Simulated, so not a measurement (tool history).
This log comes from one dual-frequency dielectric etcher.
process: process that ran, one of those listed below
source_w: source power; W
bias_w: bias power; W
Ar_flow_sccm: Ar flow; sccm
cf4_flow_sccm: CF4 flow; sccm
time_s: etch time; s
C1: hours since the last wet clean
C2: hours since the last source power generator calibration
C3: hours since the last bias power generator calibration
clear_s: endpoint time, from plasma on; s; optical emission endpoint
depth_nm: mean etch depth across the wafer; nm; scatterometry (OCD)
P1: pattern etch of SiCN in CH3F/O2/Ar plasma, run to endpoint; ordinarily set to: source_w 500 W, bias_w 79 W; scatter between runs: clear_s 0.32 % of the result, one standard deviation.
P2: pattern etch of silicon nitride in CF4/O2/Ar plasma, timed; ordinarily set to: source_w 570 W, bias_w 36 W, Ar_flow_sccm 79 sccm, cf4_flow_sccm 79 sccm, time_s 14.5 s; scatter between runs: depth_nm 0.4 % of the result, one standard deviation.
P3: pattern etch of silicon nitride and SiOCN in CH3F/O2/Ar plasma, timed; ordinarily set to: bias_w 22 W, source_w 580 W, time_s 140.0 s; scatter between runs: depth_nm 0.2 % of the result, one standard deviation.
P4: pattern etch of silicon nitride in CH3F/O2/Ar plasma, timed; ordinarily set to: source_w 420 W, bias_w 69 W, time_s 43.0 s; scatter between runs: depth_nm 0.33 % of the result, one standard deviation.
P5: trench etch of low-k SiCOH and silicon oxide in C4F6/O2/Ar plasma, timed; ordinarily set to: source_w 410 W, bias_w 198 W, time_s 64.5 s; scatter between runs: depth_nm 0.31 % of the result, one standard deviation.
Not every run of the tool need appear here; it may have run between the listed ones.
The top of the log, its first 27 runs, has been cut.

{"run": 28, "day": 14.088, "process": "P4", "source_w": 420, "bias_w": 69, "time_s": 64.5, "C1": 445.9, "C2": 1778.6, "C3": 92.2, "depth_nm": 44.689}
{"run": 29, "day": 14.55, "process": "P3", "source_w": 580, "bias_w": 14, "time_s": 140.0, "C1": 457.0, "C2": 1789.7, "C3": 103.3, "depth_nm": 16.916}
{"run": 30, "day": 14.992, "process": "P3", "source_w": 580, "bias_w": 22, "time_s": 140.0, "C1": 467.6, "C2": 1800.3, "C3": 113.9, "depth_nm": 20.365}
{"run": 31, "day": 15.471, "process": "P3", "source_w": 580, "bias_w": 22, "time_s": 205.5, "C1": 479.1, "C2": 1811.8, "C3": 125.4, "depth_nm": 29.842}
{"run": 32, "day": 15.879, "process": "P3", "source_w": 580, "bias_w": 22, "time_s": 140.0, "C1": 488.9, "C2": 1821.6, "C3": 135.2, "depth_nm": 20.377}
{"run": 33, "day": 16.525, "process": "P2", "source_w": 570, "bias_w": 27, "Ar_flow_sccm": 79, "cf4_flow_sccm": 79, "time_s": 14.5, "C1": 504.4, "C2": 1837.1, "C3": 150.7, "depth_nm": 24.585}
{"run": 34, "day": 16.904, "process": "P1", "source_w": 500, "bias_w": 79, "C1": 513.5, "C2": 1846.2, "C3": 159.8, "clear_s": 28.025}
{"run": 35, "day": 17.454, "process": "P1", "source_w": 500, "bias_w": 79, "C1": 526.7, "C2": 1859.4, "C3": 173.0, "clear_s": 27.972}
{"run": 36, "day": 18.046, "process": "P1", "source_w": 500, "bias_w": 79, "C1": 540.9, "C2": 1873.6, "C3": 187.2, "clear_s": 27.746}
{"run": 37, "day": 18.671, "process": "P1", "source_w": 500, "bias_w": 79, "C1": 555.9, "C2": 1888.6, "C3": 202.2, "clear_s": 27.671}
{"day": 19.329, "done": "wet clean of the chamber"}
{"run": 38, "day": 19.338, "process": "P1", "source_w": 500, "bias_w": 79, "C1": 0.3, "C2": 1904.6, "C3": 218.2, "clear_s": 27.811}
{"run": 39, "day": 19.738, "process": "P1", "source_w": 500, "bias_w": 79, "C1": 9.9, "C2": 1914.2, "C3": 227.8, "clear_s": 27.663}
{"run": 40, "day": 20.162, "process": "P1", "source_w": 500, "bias_w": 79, "C1": 20.1, "C2": 1924.4, "C3": 238.0, "clear_s": 27.599}
{"run": 41, "day": 20.712, "process": "P1", "source_w": 500, "bias_w": 79, "C1": 33.3, "C2": 1937.6, "C3": 251.2, "clear_s": 27.613}

For run 42, what comes out?
{"run": 42, "day": 21.204, "process": "P1", "source_w": 500, "bias_w": 79, "C1": 45.1, "C2": 1949.4, "C3": 263.0, "clear_s": "?"}

For run 42 the tool returned clear_s 27.706 s.

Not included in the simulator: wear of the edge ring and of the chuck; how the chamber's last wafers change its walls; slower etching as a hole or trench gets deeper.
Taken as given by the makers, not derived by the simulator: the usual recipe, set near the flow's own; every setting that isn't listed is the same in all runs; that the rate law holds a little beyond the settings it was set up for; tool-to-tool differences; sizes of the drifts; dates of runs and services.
